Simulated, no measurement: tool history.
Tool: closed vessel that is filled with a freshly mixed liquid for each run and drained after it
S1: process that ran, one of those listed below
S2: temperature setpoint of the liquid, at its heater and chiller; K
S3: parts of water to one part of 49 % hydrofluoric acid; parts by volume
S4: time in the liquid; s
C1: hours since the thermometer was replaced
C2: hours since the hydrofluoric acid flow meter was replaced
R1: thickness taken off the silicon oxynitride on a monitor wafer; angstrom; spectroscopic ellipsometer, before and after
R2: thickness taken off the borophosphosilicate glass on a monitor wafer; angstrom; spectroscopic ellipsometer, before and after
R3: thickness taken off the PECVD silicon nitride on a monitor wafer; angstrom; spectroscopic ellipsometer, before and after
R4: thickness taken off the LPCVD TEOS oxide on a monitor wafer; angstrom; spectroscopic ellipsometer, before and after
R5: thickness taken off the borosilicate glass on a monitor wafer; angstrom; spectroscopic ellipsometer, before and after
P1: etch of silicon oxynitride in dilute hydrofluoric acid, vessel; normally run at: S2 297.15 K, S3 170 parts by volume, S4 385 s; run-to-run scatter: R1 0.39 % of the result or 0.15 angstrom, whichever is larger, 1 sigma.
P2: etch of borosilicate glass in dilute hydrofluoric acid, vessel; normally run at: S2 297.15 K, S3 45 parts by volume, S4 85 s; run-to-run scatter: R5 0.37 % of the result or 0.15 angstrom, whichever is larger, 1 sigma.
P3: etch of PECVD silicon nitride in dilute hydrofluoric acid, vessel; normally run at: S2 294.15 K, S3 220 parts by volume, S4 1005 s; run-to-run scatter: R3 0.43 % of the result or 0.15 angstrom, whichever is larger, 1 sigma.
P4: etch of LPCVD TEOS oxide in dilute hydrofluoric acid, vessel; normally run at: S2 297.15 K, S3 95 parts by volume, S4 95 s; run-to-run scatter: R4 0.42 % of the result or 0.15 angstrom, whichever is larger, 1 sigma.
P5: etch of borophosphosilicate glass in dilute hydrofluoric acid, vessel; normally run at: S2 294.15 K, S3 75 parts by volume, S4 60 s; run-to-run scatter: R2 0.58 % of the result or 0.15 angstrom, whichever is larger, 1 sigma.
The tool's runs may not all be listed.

run 1 hour=9.7 | S1=P1 S2=297.15 S3=170 S4=385 | C1=222.9 C2=1462.2 | R1=72.442
run 2 hour=18.6 | S1=P5 S2=294.15 S3=75 S4=60 | C1=231.8 C2=1471.1 | R2=596.17
run 3 hour=35.0 | S1=P5 S2=294.15 S3=75 S4=110 | C1=248.2 C2=1487.5 | R2=1105.50
run 4 hour=46.6 | S1=P3 S2=294.15 S3=220 S4=1005 | C1=259.8 C2=1499.1 | R3=154.010
run 5 hour=57.9 | S1=P3 S2=290.15 S3=220 S4=1005 | C1=271.1 C2=1510.4 | R3=119.090
run 6 hour=69.6 | S1=P4 S2=297.15 S3=175 S4=95 | C1=282.8 C2=1522.1 | R4=256.46
run 7 hour=77.4 | S1=P2 S2=297.15 S3=25 S4=85 | C1=290.6 C2=1529.9 | R5=636.48
-- hour=85.1 thermometer replaced
run 8 hour=92.7 | S1=P1 S2=297.15 S3=270 S4=385 | C1=7.7 C2=1545.2 | R1=43.091
run 9 hour=107.9 | S1=P4 S2=297.15 S3=95 S4=95 | C1=22.9 C2=1560.4 | R4=521.02
run 10 hour=124.0 | S1=P2 S2=301.65 S3=45 S4=85 | C1=39.0 C2=1576.5 | R5=413.76
run 11 hour=135.6 | S1=P1 S2=300.65 S3=170 S4=385 | C1=50.6 C2=1588.1 | R1=84.837
run 12 hour=144.5 | S1=P3 S2=294.15 S3=220 S4=190 | C1=59.5 C2=1597.0 | R3=28.869
run 13 hour=159.2 | S1=P1 S2=297.15 S3=170 S4=385 | C1=74.2 C2=1611.7 | R1=72.747
-- hour=161.7 hydrofluoric acid flow meter replaced
run 14 hour=174.5 | S1=P1 S2=297.15 S3=170 S4=385 | C1=89.5 C2=12.8 | R1=73.061
run 15 hour=186.4 | S1=P1 S2=292.15 S3=170 S4=385 | C1=101.4 C2=24.7 | R1=58.082
run 16 hour=198.9 | S1=P5 S2=302.15 S3=75 S4=60 | C1=113.9 C2=37.2 | R2=812.57
run 17 hour=208.4 | S1=P1 S2=304.65 S3=170 S4=545 | C1=123.4 C2=46.7 | R1=142.210
run 18 hour=218.3 | S1=P4 S2=290.15 S3=95 S4=95 | C1=133.3 C2=56.6 | R4=385.22
run 19 hour=228.9 | S1=P1 S2=297.15 S3=170 S4=70 | C1=143.9 C2=67.2 | R1=13.296
run 20 hour=237.3 | S1=P1 S2=297.15 S3=70 S4=385 | C1=152.3 C2=75.6 | R1=191.190
run 21 hour=250.4 | S1=P2 S2=297.15 S3=45 S4=85 | C1=165.4 C2=88.7 | R5=343.57
run 22 hour=263.2 | S1=P4 S2=297.15 S3=95 S4=165 | C1=178.2 C2=101.5 | R4=892.55
run 23 hour=274.2 | S1=P1 S2=297.15 S3=170 S4=735 | C1=189.2 C2=112.5 | R1=139.550
run 24 hour=290.7 | S1=P5 S2=294.15 S3=20 S4=60 | C1=205.7 C2=129.0 | R2=2394.50
run 25 hour=298.5 | S1=P1 S2=297.15 S3=285 S4=205 | C1=213.5 C2=136.8 | R1=21.477
run 26 hour=313.2 | S1=P3 S2=294.15 S3=395 S4=1005 | C1=228.2 C2=151.5 | R3=87.556
run 27 hour=324.3 | S1=P2 S2=297.15 S3=45 S4=165 | C1=239.3 C2=162.6 | R5=669.41
run 28 hour=338.8 | S1=P5 S2=294.15 S3=75 S4=60 | C1=253.8 C2=177.1 | R2=601.15
run 29 hour=349.4 | S1=P1 S2=297.15 S3=170 S4=385 | C1=264.4 C2=187.7 | R1=73.174
run 30 hour=361.6 | S1=P4 S2=297.15 S3=95 S4=95 | C1=276.6 C2=199.9 | R4=514.72
run 31 hour=373.4 | S1=P2 S2=297.15 S3=45 S4=85 | C1=288.4 C2=211.7 | R5=345.66
run 32 hour=385.7 | S1=P1 S2=297.15 S3=170 S4=385 | C1=300.7 C2=224.0 | R1=72.791
run 33 hour=401.0 | S1=P1 S2=297.15 S3=170 S4=385 | C1=316.0 C2=239.3 | R1=75.356
run 34 hour=412.8 | S1=P1 S2=297.15 S3=170 S4=385 | C1=327.8 C2=251.1 | R1=76.498
run 35 hour=425.9 | S1=P1 S2=297.15 S3=170 S4=385 | C1=340.9 C2=264.2 | R1=77.253
run 36 hour=439.6 | S1=P1 S2=297.15 S3=170 S4=385 | C1=354.6 C2=277.9 | R1=77.692
run 37 hour=454.7 | S1=P1 S2=297.15 S3=170 S4=385 | C1=369.7 C2=293.0 | R1=77.786
run 38 hour=471.8 | S1=P1 S2=297.15 S3=170 S4=385 | C1=386.8 C2=310.1 | R1=77.565

What P1 gives has crept away from where it was. These 2 causes fit the log equally well, each at the size given:
A: liquid hotter than its thermometer reads (K) = 1.5
B: hydrofluoric acid flow above the setpoint (%) = 6.13
The creep began at about hour 385.7.

4 check runs are offered, one wafer each, their results left as question marks. Which one tells the causes apart?
run check 1 hour=488.9 | S1=P3 S2=290.65 S3=390 S4=1005 | R3=?
run check 2 hour=488.9 | S1=P2 S2=297.15 S3=30 S4=150 | R5=?
run check 3 hour=488.9 | S1=P5 S2=294.15 S3=50 S4=110 | R2=?
run check 4 hour=488.9 | S1=P4 S2=297.15 S3=125 S4=155 | R4=?

What each check would give under each cause:
check=check_1 result=R3 if_A=78.272 if_B=75.341
check=check_2 result=R5 if_A=989.12 if_B=988.44
check=check_3 result=R2 if_A=1801.00 if_B=1801.50
check=check_4 result=R4 if_A=653.47 if_B=660.14
How far apart the two closest causes lie, in the result that separates them most: check 1 3.82 %; check 2 0.07 %; check 3 0.03 %; check 4 1.01 %
Check 1 tells the causes apart: in the others they would give nearly the same result.

Check 1 was then run and gave: R3 78.492 angstrom. Which cause is it?

It is A: liquid hotter than its thermometer reads (K).

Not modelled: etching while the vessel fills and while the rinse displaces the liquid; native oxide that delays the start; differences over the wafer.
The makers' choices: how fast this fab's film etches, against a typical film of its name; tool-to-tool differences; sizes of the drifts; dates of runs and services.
